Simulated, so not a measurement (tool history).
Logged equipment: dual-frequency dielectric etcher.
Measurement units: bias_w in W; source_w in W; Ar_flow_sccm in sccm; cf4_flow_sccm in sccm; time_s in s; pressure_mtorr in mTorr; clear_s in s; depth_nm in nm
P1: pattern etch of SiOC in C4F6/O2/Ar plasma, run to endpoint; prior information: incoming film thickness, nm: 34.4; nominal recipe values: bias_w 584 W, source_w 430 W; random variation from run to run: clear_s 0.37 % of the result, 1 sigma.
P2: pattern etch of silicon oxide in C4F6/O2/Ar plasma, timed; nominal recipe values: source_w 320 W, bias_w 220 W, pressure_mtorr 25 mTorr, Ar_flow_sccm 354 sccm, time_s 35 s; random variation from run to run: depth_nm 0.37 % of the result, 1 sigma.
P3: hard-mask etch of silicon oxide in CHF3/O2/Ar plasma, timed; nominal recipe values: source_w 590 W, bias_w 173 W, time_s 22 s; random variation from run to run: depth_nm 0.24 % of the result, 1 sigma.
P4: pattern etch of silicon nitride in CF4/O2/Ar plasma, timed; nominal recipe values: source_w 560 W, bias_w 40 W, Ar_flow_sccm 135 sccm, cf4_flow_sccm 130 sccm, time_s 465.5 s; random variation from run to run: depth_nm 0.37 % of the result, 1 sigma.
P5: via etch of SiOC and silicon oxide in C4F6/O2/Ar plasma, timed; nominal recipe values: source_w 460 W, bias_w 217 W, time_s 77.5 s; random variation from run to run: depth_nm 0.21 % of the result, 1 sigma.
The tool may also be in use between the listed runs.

run   hour  process  bias_w  source_w  Ar_flow_sccm  cf4_flow_sccm  time_s  pressure_mtorr  hours since the last wet clean  hours since the last bias power generator calibration  hours since the last source power generator calibration  clear_s  depth_nm
  1    5.1       P1     584       430                                                                                170.3                                                 1120.2                                                    495.4   10.284
  2    9.7       P1     788       600                                                                                174.9                                                 1124.8                                                      500   8.1683
  3   13.2       P4      40       560           135            154   465.5                                           178.4                                                 1128.3                                                    503.5             904.39
  4     17       P3     173       590                                   22                                           182.2                                                 1132.1                                                    507.3             43.608
  5   24.6       P4      40       750           135            130   465.5                                           189.8                                                 1139.7                                                    514.9             1133.5
  6   30.4       P4      40       560           135            130   465.5                                           195.6                                                 1145.5                                                    520.7             883.38
  7   37.7       P2     220       320           354                     19              25                           202.9                                                 1152.8                                                      528               57.3
  8   43.2       P1     584       520                                                                                208.4                                                 1158.3                                                    533.5   9.6601
  9   50.2       P1     789       260                                                                                215.4                                                 1165.3                                                    540.5   11.024
 10   54.7       P2     220       320           354                     35              33                           219.9                                                 1169.8                                                      545             102.53
 11   60.4       P1     760       430                                                                                225.6                                                 1175.5                                                    550.7   9.2586
 12   64.9       P2     220       320           354                     35              25                           230.1                                                   1180                                                    555.2             105.41
 13   69.5       P3     217       590                                   22                                           234.7                                                 1184.6                                                    559.8              47.22
 14   74.4       P3     173       590                                   29                                           239.6                                                 1189.5                                                    564.7             57.288
 15   79.4       P1     584       430                                                                                244.6                                                 1194.5                                                    569.7   10.336
 16   85.9       P1     731       590                                                                                251.1                                                   1201                                                    576.2   8.4135
 17   90.6       P5     217       460                                 77.5                                           255.8                                                 1205.7                                                    580.9             97.917
 18   95.2       P1     584       430                                                                                260.4                                                 1210.3                                                    585.5   10.338
 19   99.6       P5     217       460                                   95                                           264.8                                                 1214.7                                                    589.9             119.95
 20  105.5       P2     220       320           271                     35              25                           270.7                                                 1220.6                                                    595.8             108.65
 21  112.8       P4      40       560           168            130   465.5                                             278                                                 1227.9                                                    603.1             858.39
 22  118.8       P4      40       560           135            130   465.5                                             284                                                 1233.9                                                    609.1             884.02
 23  124.4       P5     217       630                                 77.5                                           289.6                                                 1239.5                                                    614.7             110.33
 24  130.6       P1     584       430                                                                                295.8                                                 1245.7                                                    620.9   10.285
 25  137.5       P2     175       320           354                     35              25                           302.7                                                 1252.6                                                    627.8             97.218
 26  145.5       P2     220       230           354                     35              25                           310.7                                                 1260.6                                                    635.8              93.25
     150.4  -- bias power generator calibrated
 27  151.4       P1     376       430                                                                                316.6                                                      1                                                    641.7   12.124
 28    159       P1     584       310                                                                                324.2                                                    8.6                                                    649.3   11.592
 29  166.9       P4      40       560           135            130   270.5                                           332.1                                                   16.5                                                    657.2              509.1
 30  173.2       P3     173       460                                   22                                           338.4                                                   22.8                                                    663.5             39.746
 31  179.3       P2     220       320           354                     35              25                           344.5                                                   28.9                                                    669.6             105.68
 32  186.2       P4      50       560           135            130   465.5                                           351.4                                                   35.8                                                    676.5             956.73
 33  192.1       P5     272       460                                 77.5                                           357.3                                                   41.7                                                    682.4             105.59
 34    199       P1     584       430                                                                                364.2                                                   48.6                                                    689.3   10.351
 35  206.1       P1     584       430                                                                                371.3                                                   55.7                                                    696.4   10.418
 36  212.9       P1     584       430                                                                                378.1                                                   62.5                                                    703.2   10.424
 37  219.5       P1     584       430                                                                                384.7                                                   69.1                                                    709.8   10.517
 38  223.1       P1     584       430                                                                                388.3                                                   72.7                                                    713.4   10.453
 39  231.1       P1     584       430                                                                                396.3                                                   80.7                                                    721.4   10.589
 40  236.5       P1     584       430                                                                                401.7                                                   86.1                                                    726.8   10.495
 41  243.1       P1     584       430                                                                                408.3                                                   92.7                                                    733.4   10.576
 42  248.1       P1     584       430                                                                                413.3                                                   97.7                                                    738.4   10.483
     249.8  -- wet clean of the chamber
 43  255.8       P1     584       430                                                                                  6.1                                                  105.4                                                    746.1   10.533
 44  263.2       P1     584       430                                                                                 13.5                                                  112.8                                                    753.5   10.496
 45  267.1       P1     584       430                                                                                 17.4                                                  116.7                                                    757.4    10.55

P1 has crept away from where it was. The log is fitted equally well by each of these 2 causes, at the sizes shown:
A: source power that arrives under what is set, % = 4.98
B: bias power that arrives under what is set, % = 4.82
Creep in the process output first set in at about hour 199.
Other possible causes, and why each is ruled out:
chamber walls in a state that lowers the etch rate, %: serviced at hour 249.8, after the drift had started, without restoring the earlier output

Below are 4 check runs, each on a single wafer, with their results shown as question marks. Which of them would tell the listed causes apart, meaning the causes would give clearly different results under it?
check 1   271       P4      40       560           135            130   465.5                                                                                                                                                                                  ?
check 2   271       P2     220       320           354                     35              25                                                                                                                                                                  ?
check 3   271       P3     173       590                                   22                                                                                                                                                                                  ?
check 4   271       P5     217       460                                 77.5                                                                                                                                                                                  ?

Predicted outcomes, by check and by cause:
  check    result    if A    if B
check 1  depth_nm  841.85  865.23
check 2  depth_nm  103.51  103.84
check 3  depth_nm  42.772  42.907
check 4  depth_nm  95.603  95.923
Per-check spread between the two closest causes, in the result where they differ most: check 1 2.74 %; check 2 0.31 %; check 3 0.32 %; check 4 0.33 %
Check 1 distinguishes between the causes, while the remaining checks would return nearly the same result for all of them.

The results of check 1 are: depth_nm 863.53 nm. Based on these, which of the listed causes is it?

B is the cause: bias power that arrives under what is set, %.
